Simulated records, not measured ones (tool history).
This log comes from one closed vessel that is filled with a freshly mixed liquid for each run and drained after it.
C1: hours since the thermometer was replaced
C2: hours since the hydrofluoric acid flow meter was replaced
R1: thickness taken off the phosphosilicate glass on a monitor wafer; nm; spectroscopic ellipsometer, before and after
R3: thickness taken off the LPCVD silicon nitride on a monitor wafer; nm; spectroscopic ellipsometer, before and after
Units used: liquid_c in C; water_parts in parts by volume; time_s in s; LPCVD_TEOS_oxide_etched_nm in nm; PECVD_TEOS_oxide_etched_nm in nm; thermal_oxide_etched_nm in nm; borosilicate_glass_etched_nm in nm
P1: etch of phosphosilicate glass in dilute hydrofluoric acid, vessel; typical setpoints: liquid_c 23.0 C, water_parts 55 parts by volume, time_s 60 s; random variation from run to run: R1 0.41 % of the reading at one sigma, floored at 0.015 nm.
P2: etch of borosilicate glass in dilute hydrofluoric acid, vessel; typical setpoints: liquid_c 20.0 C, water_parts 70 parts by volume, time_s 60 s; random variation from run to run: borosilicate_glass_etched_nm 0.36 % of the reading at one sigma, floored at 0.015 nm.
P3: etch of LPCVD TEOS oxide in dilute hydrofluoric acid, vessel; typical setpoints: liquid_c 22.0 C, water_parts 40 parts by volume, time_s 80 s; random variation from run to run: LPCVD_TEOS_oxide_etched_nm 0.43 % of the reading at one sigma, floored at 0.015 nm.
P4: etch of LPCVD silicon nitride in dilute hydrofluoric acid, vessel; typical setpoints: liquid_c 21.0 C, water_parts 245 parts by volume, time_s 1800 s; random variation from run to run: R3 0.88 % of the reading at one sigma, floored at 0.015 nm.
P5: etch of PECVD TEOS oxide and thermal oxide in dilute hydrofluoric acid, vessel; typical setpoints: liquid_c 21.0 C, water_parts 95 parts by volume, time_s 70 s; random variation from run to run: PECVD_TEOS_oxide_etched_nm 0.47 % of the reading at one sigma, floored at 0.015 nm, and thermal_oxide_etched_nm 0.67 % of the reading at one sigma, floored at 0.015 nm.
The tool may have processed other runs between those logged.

Run 1, hour 6.9: process P1, liquid_c 23.0 C, water_parts 55 parts by volume, time_s 60 s; C1 722.6; C2 762.7. Result: R1 224.26 nm.
Run 2, hour 18.6: process P1, liquid_c 23.0 C, water_parts 55 parts by volume, time_s 60 s; C1 734.3; C2 774.4. Result: R1 223.37 nm.
Run 3, hour 29.5: process P3, liquid_c 22.0 C, water_parts 40 parts by volume, time_s 125 s; C1 745.2; C2 785.3. Result: LPCVD_TEOS_oxide_etched_nm 66.263 nm.
Run 4, hour 36.0: process P4, liquid_c 21.0 C, water_parts 405 parts by volume, time_s 1800 s; C1 751.7; C2 791.8. Result: R3 1.8289 nm.
Run 5, hour 48.3: process P4, liquid_c 21.0 C, water_parts 245 parts by volume, time_s 1800 s; C1 764.0; C2 804.1. Result: R3 2.9349 nm.
Run 6, hour 55.0: process P3, liquid_c 22.0 C, water_parts 20 parts by volume, time_s 80 s; C1 770.7; C2 810.8. Result: LPCVD_TEOS_oxide_etched_nm 86.212 nm.
Run 7, hour 60.8: process P5, liquid_c 21.0 C, water_parts 95 parts by volume, time_s 70 s; C1 776.5; C2 816.6. Result: PECVD_TEOS_oxide_etched_nm 5.4852 nm, thermal_oxide_etched_nm 3.2349 nm.
Run 8, hour 71.1: process P1, liquid_c 27.5 C, water_parts 55 parts by volume, time_s 90 s; C1 786.8; C2 826.9. Result: R1 401.87 nm.
Run 9, hour 81.7: process P1, liquid_c 23.0 C, water_parts 105 parts by volume, time_s 60 s; C1 797.4; C2 837.5. Result: R1 110.16 nm.
Run 10, hour 94.0: process P3, liquid_c 22.0 C, water_parts 40 parts by volume, time_s 80 s; C1 809.7; C2 849.8. Result: LPCVD_TEOS_oxide_etched_nm 42.025 nm.
Run 11, hour 104.1: process P1, liquid_c 23.0 C, water_parts 55 parts by volume, time_s 30 s; C1 819.8; C2 859.9. Result: R1 111.37 nm.
Run 12, hour 110.1: process P4, liquid_c 21.0 C, water_parts 245 parts by volume, time_s 3100 s; C1 825.8; C2 865.9. Result: R3 4.9664 nm.
Run 13, hour 115.7: process P1, liquid_c 23.0 C, water_parts 55 parts by volume, time_s 95 s; C1 831.4; C2 871.5. Result: R1 353.46 nm.
Run 14, hour 126.2: process P5, liquid_c 21.0 C, water_parts 95 parts by volume, time_s 70 s; C1 841.9; C2 882.0. Result: PECVD_TEOS_oxide_etched_nm 5.4258 nm, thermal_oxide_etched_nm 3.2052 nm.
Run 15, hour 132.4: process P5, liquid_c 21.0 C, water_parts 20 parts by volume, time_s 70 s; C1 848.1; C2 888.2. Result: PECVD_TEOS_oxide_etched_nm 28.2680 nm, thermal_oxide_etched_nm 16.6790 nm.
Run 16, hour 144.5: process P5, liquid_c 27.0 C, water_parts 95 parts by volume, time_s 70 s; C1 860.2; C2 900.3. Result: PECVD_TEOS_oxide_etched_nm 6.8831 nm, thermal_oxide_etched_nm 4.0790 nm.
Run 17, hour 155.7: process P1, liquid_c 23.0 C, water_parts 55 parts by volume, time_s 60 s; C1 871.4; C2 911.5. Result: R1 223.18 nm.
Run 18, hour 167.5: process P2, liquid_c 26.5 C, water_parts 70 parts by volume, time_s 60 s; C1 883.2; C2 923.3. Result: borosilicate_glass_etched_nm 33.858 nm.
At hour 172.2: thermometer replaced.
Run 19, hour 174.1: process P1, liquid_c 23.0 C, water_parts 55 parts by volume, time_s 60 s; C1 1.9; C2 929.9. Result: R1 223.67 nm.
Run 20, hour 182.0: process P5, liquid_c 21.0 C, water_parts 95 parts by volume, time_s 30 s; C1 9.8; C2 937.8. Result: PECVD_TEOS_oxide_etched_nm 2.3019 nm, thermal_oxide_etched_nm 1.3649 nm.
Run 21, hour 193.9: process P1, liquid_c 18.0 C, water_parts 55 parts by volume, time_s 60 s; C1 21.7; C2 949.7. Result: R1 181.39 nm.

Run 22 is up next; what results do you expect?
Run 22, hour 206.2: process P4, liquid_c 17.0 C, water_parts 245 parts by volume, time_s 1800 s; C1 34.0; C2 962.0. Result: R3 ?.

{"run 22": {"R3": 2.2271}}

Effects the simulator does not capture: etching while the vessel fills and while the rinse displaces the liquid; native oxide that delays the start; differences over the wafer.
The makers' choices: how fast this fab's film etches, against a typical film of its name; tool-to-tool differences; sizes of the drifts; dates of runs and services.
